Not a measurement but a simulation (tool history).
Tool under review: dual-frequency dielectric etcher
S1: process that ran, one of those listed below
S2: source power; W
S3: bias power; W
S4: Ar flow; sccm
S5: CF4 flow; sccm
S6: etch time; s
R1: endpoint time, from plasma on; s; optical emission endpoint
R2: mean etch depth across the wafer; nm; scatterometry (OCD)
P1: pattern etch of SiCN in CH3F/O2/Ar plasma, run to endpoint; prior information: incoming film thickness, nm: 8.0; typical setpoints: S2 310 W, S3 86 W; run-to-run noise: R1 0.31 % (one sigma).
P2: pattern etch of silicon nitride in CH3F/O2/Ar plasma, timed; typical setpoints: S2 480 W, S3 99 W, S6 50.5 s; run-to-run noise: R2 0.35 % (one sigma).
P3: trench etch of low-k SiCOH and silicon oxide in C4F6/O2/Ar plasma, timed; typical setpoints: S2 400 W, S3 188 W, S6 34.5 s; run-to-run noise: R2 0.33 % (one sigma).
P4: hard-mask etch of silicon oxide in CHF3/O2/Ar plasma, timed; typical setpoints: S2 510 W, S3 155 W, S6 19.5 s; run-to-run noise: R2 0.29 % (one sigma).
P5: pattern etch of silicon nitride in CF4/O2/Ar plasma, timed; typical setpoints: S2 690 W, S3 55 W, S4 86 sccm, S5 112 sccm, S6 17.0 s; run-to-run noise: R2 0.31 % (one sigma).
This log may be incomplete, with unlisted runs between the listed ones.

run,hour,S1,S2,S3,S4,S5,S6,R1,R2
1,4.1,P1,310,86,,,,22.046,
2,7.2,P5,690,32,86,112,17.0,,37.579
3,13.7,P1,310,122,,,,19.223,
4,19.2,P1,210,86,,,,25.325,
5,22.1,P3,270,188,,,34.5,,91.431
6,27.7,P5,690,55,50,112,17.0,,47.638
7,31.6,P2,480,99,,,50.5,,42.708
8,37.9,P2,480,99,,,34.5,,29.431
9,41.9,P2,480,129,,,50.5,,47.479
10,47.1,P1,410,114,,,,17.945,
11,52.4,P5,690,55,86,112,17.0,,45.051
12,56.0,P2,670,99,,,50.5,,48.293
13,61.3,P5,890,55,86,112,17.0,,56.612
14,66.7,P4,510,155,,,19.5,,34.098
15,71.9,P1,310,86,,,,22.032,
16,74.8,P1,310,86,,,,22.123,
17,81.2,P1,390,86,,,,20.345,
18,85.8,P5,690,55,86,112,21.5,,57.146
# hour 86.5: bias power generator calibrated
# hour 86.7: source power generator calibrated
19,91.5,P3,400,188,,,42.5,,130.740
20,95.1,P1,310,62,,,,25.012,

Run 21 is up next; what results do you expect?
21,98.8,P3,400,188,,,34.5,,?

Run 21 came out at R2 105.960 nm.
